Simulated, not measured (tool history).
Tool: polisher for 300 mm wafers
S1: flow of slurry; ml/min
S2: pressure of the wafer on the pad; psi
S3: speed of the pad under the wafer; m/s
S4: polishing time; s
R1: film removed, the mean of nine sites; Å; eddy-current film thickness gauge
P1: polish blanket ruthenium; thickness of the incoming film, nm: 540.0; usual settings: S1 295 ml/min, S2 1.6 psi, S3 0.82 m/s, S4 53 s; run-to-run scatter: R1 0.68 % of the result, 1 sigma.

run,hour,S1,S2,S3,S4,R1
1,5.8,295,1.6,0.82,53,432.9
2,13.5,295,1.6,0.82,79,640.9
# hour 17.5: slurry nozzle cleaned
3,26,295,1.6,0.82,53,435.67
4,38.1,175,1.6,0.82,53,410.14
5,47.9,295,1.6,0.44,53,233.3
6,57.2,295,1.6,0.82,53,430.35
7,64.8,295,1.6,1.14,53,606.73
8,70.2,295,1.6,0.82,53,432.71
9,76.9,295,2.5,0.82,53,683.42
10,83.9,295,1.6,0.82,32,262.94
11,91.3,295,0.8,0.82,53,217.17
12,102.3,375,1.6,0.82,53,445.4
13,109.7,175,1.6,0.82,70,539.96
14,121,295,1.6,0.82,53,438.33
15,131.9,295,1.6,0.82,53,431.95
16,141,295,1.6,0.82,53,429.24
17,152.8,295,1.6,0.82,53,419.85
18,161,295,1.6,0.82,53,421.81
# hour 171.1: head pressure recalibrated
19,171.2,295,1.6,0.82,53,420.69
20,182.5,295,1.6,0.82,53,421.35
21,190.4,295,1.6,0.82,53,417.56
22,196.8,295,1.6,0.82,53,418.71
23,208.9,295,1.6,0.82,53,419.34

What P1 gives has crept away from where it was. These 2 causes fit the log equally well, each at the size given:
A: removal rate lost through wear of the pad, % = 3.71
B: slurry flow missing at the pad, % = 29.4
The creep began at about hour 131.9.
Why every other cause is out:
head's pressure below its setpoint, %: serviced at hour 171.1, which brought nothing back

4 check runs are offered, each on 5 wafers whose results are averaged, their results left as question marks. Which one tells the causes apart?
check 1,221,295,1,0.46,53,?
check 2,221,175,1.6,0.82,78,?
check 3,221,295,0.8,0.82,76,?
check 4,221,360,1.6,0.82,53,?

What each check would give under each cause:
check,result,if A,if B
check 1,R1,146.9,146.9
check 2,R1,579.63,566.02
check 3,R1,300.39,300.41
check 4,R1,425.97,428.79
How far apart the two closest causes lie, in the result that separates them most: check 1 0.01 %; check 2 2.38 %; check 3 0.01 %; check 4 0.66 %
Only check 2 tells the causes apart: in the others they would give nearly the same result.

Check 2 was then run and gave: R1 565.58 Å. Which cause is it?

It is B: slurry flow missing at the pad, %.

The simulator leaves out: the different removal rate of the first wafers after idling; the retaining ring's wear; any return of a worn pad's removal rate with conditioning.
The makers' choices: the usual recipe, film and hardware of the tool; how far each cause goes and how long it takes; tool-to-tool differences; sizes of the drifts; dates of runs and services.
